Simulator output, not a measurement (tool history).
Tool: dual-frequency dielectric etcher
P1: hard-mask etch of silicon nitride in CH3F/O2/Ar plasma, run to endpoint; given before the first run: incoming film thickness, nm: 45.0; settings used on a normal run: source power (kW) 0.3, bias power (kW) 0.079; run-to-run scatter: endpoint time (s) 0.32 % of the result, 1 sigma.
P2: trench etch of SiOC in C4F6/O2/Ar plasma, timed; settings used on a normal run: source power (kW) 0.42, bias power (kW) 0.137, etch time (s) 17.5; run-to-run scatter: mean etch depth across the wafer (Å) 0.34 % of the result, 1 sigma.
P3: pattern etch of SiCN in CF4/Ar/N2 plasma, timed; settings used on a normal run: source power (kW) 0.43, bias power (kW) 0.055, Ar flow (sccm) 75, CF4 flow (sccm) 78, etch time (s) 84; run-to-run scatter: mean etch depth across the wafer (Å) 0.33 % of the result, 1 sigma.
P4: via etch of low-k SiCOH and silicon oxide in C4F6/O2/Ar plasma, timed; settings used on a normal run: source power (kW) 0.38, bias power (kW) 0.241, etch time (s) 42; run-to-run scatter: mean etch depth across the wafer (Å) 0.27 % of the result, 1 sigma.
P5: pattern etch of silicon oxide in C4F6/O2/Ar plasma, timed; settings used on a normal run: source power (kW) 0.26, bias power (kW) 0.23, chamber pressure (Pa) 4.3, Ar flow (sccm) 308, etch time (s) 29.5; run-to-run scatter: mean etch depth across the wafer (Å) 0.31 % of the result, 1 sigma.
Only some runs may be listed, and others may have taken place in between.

run,hour,process that ran,source power (kW),bias power (kW),etch time (s),Ar flow (sccm),CF4 flow (sccm),chamber pressure (Pa),endpoint time (s),mean etch depth across the wafer (Å)
1,11.5,P1,0.3,0.079,,,,,72.396,
2,20.8,P1,0.3,0.079,,,,,72.837,
3,34,P2,0.42,0.102,17.5,,,,,319.95
4,51.2,P4,0.38,0.241,42,,,,,1073.2
5,65.9,P3,0.43,0.055,84,75,78,,,691.53
6,79.4,P2,0.42,0.137,17.5,,,,,347.94
7,88,P1,0.3,0.079,,,,,72.118,
8,103.1,P5,0.16,0.23,29.5,308,,4.3,,714.61
9,111.2,P3,0.43,0.055,84,75,103,,,714.07
10,120.1,P2,0.56,0.137,17.5,,,,,391.93
11,128.6,P1,0.3,0.061,,,,,78.617,
12,144.8,P3,0.43,0.039,84,75,78,,,626.35
13,160.1,P3,0.43,0.055,84,101,78,,,660.9
# hour 161.9: wet clean of the chamber
14,173.2,P1,0.37,0.048,,,,,78.81,
15,190.6,P3,0.28,0.055,84,75,78,,,472.1
16,203.6,P1,0.3,0.094,,,,,67.574,
17,217.8,P5,0.26,0.168,29.5,308,,4.3,,775.3
18,230.1,P2,0.42,0.137,17.5,,,,,347.97
19,238.8,P4,0.38,0.163,42,,,,,948.54
20,246.6,P1,0.41,0.079,,,,,64.319,
21,262.1,P3,0.43,0.055,84,75,78,,,694.22
22,272.8,P1,0.3,0.079,,,,,72.338,
23,289,P4,0.38,0.241,42,,,,,1068.5
24,299.5,P3,0.43,0.055,108,75,78,,,889.96
25,312.9,P1,0.3,0.079,,,,,72.263,
26,323,P1,0.23,0.079,,,,,80.197,
27,340.1,P5,0.26,0.23,29.5,308,,4.3,,856.37
28,353.9,P4,0.26,0.241,42,,,,,928.93
29,361.7,P5,0.26,0.23,42,308,,4.3,,1225.6
30,377.9,P1,0.22,0.053,,,,,93.674,
31,392,P4,0.38,0.241,25,,,,,638.85
32,400.6,P5,0.26,0.23,29.5,308,,5.5,,835.26

What will run 33 give?
33,413.2,P1,0.3,0.079,,,,,?,

endpoint time (s): 72.211
